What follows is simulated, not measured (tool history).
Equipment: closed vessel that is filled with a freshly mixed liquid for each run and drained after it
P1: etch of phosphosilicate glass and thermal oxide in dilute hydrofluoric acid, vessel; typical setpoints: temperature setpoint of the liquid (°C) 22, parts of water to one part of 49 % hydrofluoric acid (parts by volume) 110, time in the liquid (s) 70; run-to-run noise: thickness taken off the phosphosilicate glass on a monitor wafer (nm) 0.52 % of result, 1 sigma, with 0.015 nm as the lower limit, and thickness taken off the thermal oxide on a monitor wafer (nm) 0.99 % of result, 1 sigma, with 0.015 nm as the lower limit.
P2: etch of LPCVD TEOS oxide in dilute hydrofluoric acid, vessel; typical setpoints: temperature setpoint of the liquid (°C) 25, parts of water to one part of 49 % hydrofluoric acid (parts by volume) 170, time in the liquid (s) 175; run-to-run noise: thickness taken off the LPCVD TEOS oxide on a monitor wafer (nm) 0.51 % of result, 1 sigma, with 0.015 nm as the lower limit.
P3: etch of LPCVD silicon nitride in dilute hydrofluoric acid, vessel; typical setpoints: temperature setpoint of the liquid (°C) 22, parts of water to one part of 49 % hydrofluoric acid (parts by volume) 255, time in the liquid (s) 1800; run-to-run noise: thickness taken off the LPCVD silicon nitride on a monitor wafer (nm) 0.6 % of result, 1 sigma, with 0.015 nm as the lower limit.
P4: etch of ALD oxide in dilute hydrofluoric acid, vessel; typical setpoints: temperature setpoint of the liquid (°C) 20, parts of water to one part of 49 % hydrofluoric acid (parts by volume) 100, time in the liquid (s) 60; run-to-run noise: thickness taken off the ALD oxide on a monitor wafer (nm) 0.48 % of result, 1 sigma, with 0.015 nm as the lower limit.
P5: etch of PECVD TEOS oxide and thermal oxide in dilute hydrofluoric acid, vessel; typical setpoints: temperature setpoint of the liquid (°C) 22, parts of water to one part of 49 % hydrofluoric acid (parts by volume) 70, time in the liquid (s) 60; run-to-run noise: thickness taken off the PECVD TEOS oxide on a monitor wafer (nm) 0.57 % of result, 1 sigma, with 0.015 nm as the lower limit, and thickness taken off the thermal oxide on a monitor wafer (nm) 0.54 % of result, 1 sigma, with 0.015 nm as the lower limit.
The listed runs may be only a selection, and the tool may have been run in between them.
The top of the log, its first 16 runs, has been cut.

run	hour	process that ran	temperature setpoint of the liquid (°C)	parts of water to one part of 49 % hydrofluoric acid (parts by volume)	time in the liquid (s)	hours since the thermometer was replaced	hours since the hydrofluoric acid flow meter was replaced	thickness taken off the phosphosilicate glass on a monitor wafer (nm)	thickness taken off the thermal oxide on a monitor wafer (nm)	thickness taken off the ALD oxide on a monitor wafer (nm)	thickness taken off the LPCVD TEOS oxide on a monitor wafer (nm)	thickness taken off the LPCVD silicon nitride on a monitor wafer (nm)	thickness taken off the PECVD TEOS oxide on a monitor wafer (nm)
17	87.3	P1	22	110	70	1222.2	644	34.524	2.5999				
18	92.6	P1	22	170	70	1227.5	649.3	20.853	1.574				
19	97	P1	22	25	70	1231.9	653.7	170.12	12.665				
20	101.2	P1	17	110	70	1236.1	657.9	28.313	2.1017				
21	104.4	P5	22	70	30	1239.3	661.1		2.0584				5.1907
22	109.5	P5	22	70	60	1244.4	666.2		4.1463				10.439
# hour 110.4: thermometer replaced
23	112.4	P2	25	170	175	2	669.1				55.671		
24	117.2	P5	22	20	60	6.8	673.9		15.357				38.66
25	121.6	P3	17	255	1800	11.2	678.3					2.6574	
26	126.7	P3	22	255	240	16.3	683.4					0.48713	
27	133	P2	25	105	175	22.6	689.7				95.872		
28	138.7	P3	22	255	1800	28.3	695.4					3.6677	
29	144.9	P1	22	180	125	34.5	701.6	35.249	2.6005				
30	151	P4	20	100	110	40.6	707.7			17.109			

Predict the results of run 31:
31	155.3	P2	17	170	175	44.9	712				?		

Run 31 came out at thickness taken off the LPCVD TEOS oxide on a monitor wafer (nm) 40.509.
